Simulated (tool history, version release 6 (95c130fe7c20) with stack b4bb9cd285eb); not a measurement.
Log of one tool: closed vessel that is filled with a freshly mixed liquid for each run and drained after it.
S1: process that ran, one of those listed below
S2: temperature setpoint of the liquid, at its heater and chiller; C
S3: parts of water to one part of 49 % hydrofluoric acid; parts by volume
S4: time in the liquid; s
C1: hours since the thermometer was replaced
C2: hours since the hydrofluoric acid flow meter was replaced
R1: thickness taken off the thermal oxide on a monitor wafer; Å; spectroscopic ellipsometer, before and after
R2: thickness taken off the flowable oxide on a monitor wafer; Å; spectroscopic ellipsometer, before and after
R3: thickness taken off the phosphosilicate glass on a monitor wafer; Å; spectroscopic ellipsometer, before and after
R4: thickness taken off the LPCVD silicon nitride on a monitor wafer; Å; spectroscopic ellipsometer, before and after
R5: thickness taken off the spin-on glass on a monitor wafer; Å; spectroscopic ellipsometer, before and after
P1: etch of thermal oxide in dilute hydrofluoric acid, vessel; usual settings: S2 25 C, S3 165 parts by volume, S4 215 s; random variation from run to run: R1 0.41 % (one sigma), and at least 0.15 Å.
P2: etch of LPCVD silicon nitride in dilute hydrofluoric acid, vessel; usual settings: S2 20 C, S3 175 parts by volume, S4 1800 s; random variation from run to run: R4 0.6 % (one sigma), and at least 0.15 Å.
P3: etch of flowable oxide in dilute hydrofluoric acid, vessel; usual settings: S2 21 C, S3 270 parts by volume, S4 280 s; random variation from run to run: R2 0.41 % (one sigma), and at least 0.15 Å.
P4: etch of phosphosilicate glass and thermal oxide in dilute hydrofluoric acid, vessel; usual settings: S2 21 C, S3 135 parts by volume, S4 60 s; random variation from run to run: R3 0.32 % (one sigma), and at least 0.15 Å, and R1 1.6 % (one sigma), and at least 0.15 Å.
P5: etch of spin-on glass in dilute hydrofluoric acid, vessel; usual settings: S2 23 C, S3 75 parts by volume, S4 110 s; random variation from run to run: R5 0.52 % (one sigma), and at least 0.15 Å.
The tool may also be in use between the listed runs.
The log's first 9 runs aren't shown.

run,hour,S1,S2,S3,S4,C1,C2,R1,R2,R3,R4,R5
10,57.3,P1,25,165,215,164,292.8,60.64,,,,
11,64,P1,25,165,215,170.7,299.5,60.768,,,,
12,68,P1,31,165,215,174.7,303.5,75.648,,,,
13,71.9,P2,17,175,1800,178.6,307.4,,,,33.917,
14,77.4,P2,20,175,435,184.1,312.9,,,,9.8374,
15,81.7,P5,27.5,75,110,188.4,317.2,,,,,554.21
16,86,P4,21,135,60,192.7,321.5,16.322,,354.67,,
17,89.7,P1,25,260,30,196.4,325.2,4.6839,,,,
18,96.2,P3,21,270,135,202.9,331.7,,128.87,,,
19,102.7,P4,21,245,60,209.4,338.2,8.1631,,175.61,,
20,109.8,P1,25,55,90,216.5,345.3,88.118,,,,
21,114.4,P5,23,25,110,221.1,349.9,,,,,1459.8
22,119.5,P3,17,270,280,226.2,355,,229.9,,,
23,126.2,P1,25,165,215,232.9,361.7,61.438,,,,
24,131.5,P5,23,75,110,238.2,367,,,,,461.56
25,139.1,P1,25,165,30,245.8,374.6,8.6269,,,,
26,146.7,P3,21,150,280,253.4,382.2,,539.59,,,
27,151.6,P5,23,75,35,258.3,387.1,,,,,147.2

Forecast run 28:
28,157.8,P4,17,135,60,264.5,393.3,?,,?,,

{"run 28": {"R1": 14.352, "R3": 302.64}}

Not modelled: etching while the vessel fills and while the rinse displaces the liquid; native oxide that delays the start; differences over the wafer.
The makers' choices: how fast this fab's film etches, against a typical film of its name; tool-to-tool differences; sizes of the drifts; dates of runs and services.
